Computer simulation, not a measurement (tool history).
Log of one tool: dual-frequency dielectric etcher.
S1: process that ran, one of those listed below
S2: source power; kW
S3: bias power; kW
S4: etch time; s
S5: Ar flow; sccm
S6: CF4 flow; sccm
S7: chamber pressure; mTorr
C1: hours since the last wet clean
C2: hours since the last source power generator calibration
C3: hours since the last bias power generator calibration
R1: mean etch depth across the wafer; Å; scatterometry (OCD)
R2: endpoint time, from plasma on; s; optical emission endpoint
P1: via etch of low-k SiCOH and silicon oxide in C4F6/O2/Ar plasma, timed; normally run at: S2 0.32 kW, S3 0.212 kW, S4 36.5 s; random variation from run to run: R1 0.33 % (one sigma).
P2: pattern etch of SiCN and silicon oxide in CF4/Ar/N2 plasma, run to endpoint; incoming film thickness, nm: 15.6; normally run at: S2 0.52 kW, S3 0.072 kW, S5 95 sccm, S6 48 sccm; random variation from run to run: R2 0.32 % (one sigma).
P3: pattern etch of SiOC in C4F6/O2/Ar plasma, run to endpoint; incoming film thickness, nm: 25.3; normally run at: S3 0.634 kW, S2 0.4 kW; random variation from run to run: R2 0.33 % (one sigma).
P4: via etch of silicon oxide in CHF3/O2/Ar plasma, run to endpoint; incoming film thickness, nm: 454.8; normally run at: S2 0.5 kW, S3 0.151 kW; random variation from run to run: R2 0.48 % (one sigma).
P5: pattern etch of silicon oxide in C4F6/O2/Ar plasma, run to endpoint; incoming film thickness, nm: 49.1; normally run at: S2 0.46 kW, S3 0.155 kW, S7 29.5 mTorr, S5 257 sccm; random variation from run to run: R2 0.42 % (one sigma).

{"run": 1, "day": 0.204, "S1": "P1", "S2": 0.32, "S3": 0.212, "S4": 36.5, "C1": 190.3, "C2": 771.8, "C3": 971.2, "R1": 851.68}
{"run": 2, "day": 0.358, "S1": "P2", "S2": 0.52, "S3": 0.072, "S5": 71, "S6": 48, "C1": 194, "C2": 775.5, "C3": 974.9, "R2": 15.781}
{"run": 3, "day": 0.492, "S1": "P1", "S2": 0.26, "S3": 0.147, "S4": 36.5, "C1": 197.2, "C2": 778.7, "C3": 978.1, "R1": 694.72}
{"run": 4, "day": 0.667, "S1": "P1", "S2": 0.42, "S3": 0.212, "S4": 36.5, "C1": 201.4, "C2": 782.9, "C3": 982.3, "R1": 944.64}
{"run": 5, "day": 0.9, "S1": "P4", "S2": 0.4, "S3": 0.151, "C1": 207, "C2": 788.5, "C3": 987.9, "R2": 291.3}
{"run": 6, "day": 1.1, "S1": "P5", "S2": 0.46, "S3": 0.155, "S5": 257, "S7": 29.5, "C1": 211.8, "C2": 793.3, "C3": 992.7, "R2": 14.927}
{"run": 7, "day": 1.338, "S1": "P5", "S2": 0.46, "S3": 0.124, "S5": 257, "S7": 29.5, "C1": 217.5, "C2": 799, "C3": 998.4, "R2": 15.977}
{"run": 8, "day": 1.454, "S1": "P4", "S2": 0.5, "S3": 0.151, "C1": 220.3, "C2": 801.8, "C3": 1001.2, "R2": 269.17}
{"run": 9, "day": 1.696, "S1": "P2", "S2": 0.52, "S3": 0.072, "S5": 95, "S6": 48, "C1": 226.1, "C2": 807.6, "C3": 1007, "R2": 16.649}
{"run": 10, "day": 1.938, "S1": "P1", "S2": 0.32, "S3": 0.212, "S4": 21.5, "C1": 231.9, "C2": 813.4, "C3": 1012.8, "R1": 496.55}
{"run": 11, "day": 2.146, "S1": "P1", "S2": 0.32, "S3": 0.212, "S4": 36.5, "C1": 236.9, "C2": 818.4, "C3": 1017.8, "R1": 850.89}
{"day": 2.279, "done": "bias power generator calibrated"}
{"run": 12, "day": 2.317, "S1": "P2", "S2": 0.62, "S3": 0.072, "S5": 95, "S6": 48, "C1": 241, "C2": 822.5, "C3": 1, "R2": 14.144}
{"run": 13, "day": 2.488, "S1": "P5", "S2": 0.56, "S3": 0.155, "S5": 257, "S7": 29.5, "C1": 245.1, "C2": 826.6, "C3": 5.1, "R2": 13.749}
{"run": 14, "day": 2.717, "S1": "P2", "S2": 0.52, "S3": 0.072, "S5": 95, "S6": 36, "C1": 250.6, "C2": 832.1, "C3": 10.6, "R2": 17.416}
{"run": 15, "day": 2.892, "S1": "P1", "S2": 0.32, "S3": 0.212, "S4": 36.5, "C1": 254.8, "C2": 836.3, "C3": 14.8, "R1": 844.91}
{"run": 16, "day": 3.038, "S1": "P3", "S2": 0.4, "S3": 0.841, "C1": 258.3, "C2": 839.8, "C3": 18.3, "R2": 6.9784}
{"run": 17, "day": 3.196, "S1": "P5", "S2": 0.46, "S3": 0.155, "S5": 357, "S7": 29.5, "C1": 262.1, "C2": 843.6, "C3": 22.1, "R2": 15.618}
{"run": 18, "day": 3.321, "S1": "P1", "S2": 0.32, "S3": 0.212, "S4": 36.5, "C1": 265.1, "C2": 846.6, "C3": 25.1, "R1": 846.32}
{"run": 19, "day": 3.512, "S1": "P1", "S2": 0.32, "S3": 0.16, "S4": 23.5, "C1": 269.7, "C2": 851.2, "C3": 29.7, "R1": 499.54}
{"run": 20, "day": 3.688, "S1": "P1", "S2": 0.32, "S3": 0.212, "S4": 36.5, "C1": 273.9, "C2": 855.4, "C3": 33.9, "R1": 845.22}
{"run": 21, "day": 3.825, "S1": "P3", "S2": 0.33, "S3": 0.634, "C1": 277.2, "C2": 858.7, "C3": 37.2, "R2": 8.3739}
{"run": 22, "day": 4.046, "S1": "P3", "S2": 0.4, "S3": 0.634, "C1": 282.5, "C2": 864, "C3": 42.5, "R2": 7.77}
{"run": 23, "day": 4.221, "S1": "P5", "S2": 0.46, "S3": 0.155, "S5": 257, "S7": 39, "C1": 286.7, "C2": 868.2, "C3": 46.7, "R2": 15.463}
{"run": 24, "day": 4.467, "S1": "P1", "S2": 0.32, "S3": 0.212, "S4": 47.5, "C1": 292.6, "C2": 874.1, "C3": 52.6, "R1": 1108}
{"run": 25, "day": 4.7, "S1": "P4", "S2": 0.5, "S3": 0.181, "C1": 298.2, "C2": 879.7, "C3": 58.2, "R2": 251.41}
{"run": 26, "day": 4.912, "S1": "P1", "S2": 0.21, "S3": 0.212, "S4": 36.5, "C1": 303.3, "C2": 884.8, "C3": 63.3, "R1": 721.34}
{"run": 27, "day": 5.117, "S1": "P1", "S2": 0.32, "S3": 0.212, "S4": 36.5, "C1": 308.2, "C2": 889.7, "C3": 68.2, "R1": 847.97}
{"run": 28, "day": 5.333, "S1": "P1", "S2": 0.32, "S3": 0.136, "S4": 36.5, "C1": 313.4, "C2": 894.9, "C3": 73.4, "R1": 738.97}
{"run": 29, "day": 5.446, "S1": "P1", "S2": 0.32, "S3": 0.212, "S4": 36.5, "C1": 316.1, "C2": 897.6, "C3": 76.1, "R1": 850.95}
{"run": 30, "day": 5.688, "S1": "P2", "S2": 0.52, "S3": 0.042, "S5": 95, "S6": 48, "C1": 321.9, "C2": 903.4, "C3": 81.9, "R2": 19.851}
{"run": 31, "day": 5.867, "S1": "P5", "S2": 0.46, "S3": 0.155, "S5": 257, "S7": 29.5, "C1": 326.2, "C2": 907.7, "C3": 86.2, "R2": 15.083}
{"run": 32, "day": 6.096, "S1": "P1", "S2": 0.32, "S3": 0.142, "S4": 49, "C1": 331.7, "C2": 913.2, "C3": 91.7, "R1": 1006.1}
{"run": 33, "day": 6.212, "S1": "P1", "S2": 0.32, "S3": 0.266, "S4": 36.5, "C1": 334.5, "C2": 916, "C3": 94.5, "R1": 913.8}
{"run": 34, "day": 6.421, "S1": "P1", "S2": 0.32, "S3": 0.212, "S4": 36.5, "C1": 339.5, "C2": 921, "C3": 99.5, "R1": 850.32}
{"run": 35, "day": 6.542, "S1": "P1", "S2": 0.32, "S3": 0.212, "S4": 36.5, "C1": 342.4, "C2": 923.9, "C3": 102.4, "R1": 847.78}
{"run": 36, "day": 6.65, "S1": "P1", "S2": 0.32, "S3": 0.212, "S4": 36.5, "C1": 345, "C2": 926.5, "C3": 105, "R1": 842.72}
{"run": 37, "day": 6.788, "S1": "P1", "S2": 0.32, "S3": 0.212, "S4": 36.5, "C1": 348.3, "C2": 929.8, "C3": 108.3, "R1": 840.42}
{"run": 38, "day": 6.942, "S1": "P1", "S2": 0.32, "S3": 0.212, "S4": 36.5, "C1": 352, "C2": 933.5, "C3": 112, "R1": 836.47}
{"run": 39, "day": 7.088, "S1": "P1", "S2": 0.32, "S3": 0.212, "S4": 36.5, "C1": 355.5, "C2": 937, "C3": 115.5, "R1": 839.76}
{"run": 40, "day": 7.208, "S1": "P1", "S2": 0.32, "S3": 0.212, "S4": 36.5, "C1": 358.4, "C2": 939.9, "C3": 118.4, "R1": 832.78}
{"day": 7.242, "done": "wet clean of the chamber"}
{"run": 41, "day": 7.371, "S1": "P1", "S2": 0.32, "S3": 0.212, "S4": 36.5, "C1": 3.2, "C2": 943.8, "C3": 122.3, "R1": 836.03}

Forecast run 42:
{"run": 42, "day": 7.562, "S1": "P1", "S2": 0.32, "S3": 0.212, "S4": 36.5, "C1": 7.8, "C2": 948.4, "C3": 126.9, "R1": "?"}

R1: 842.16 Å
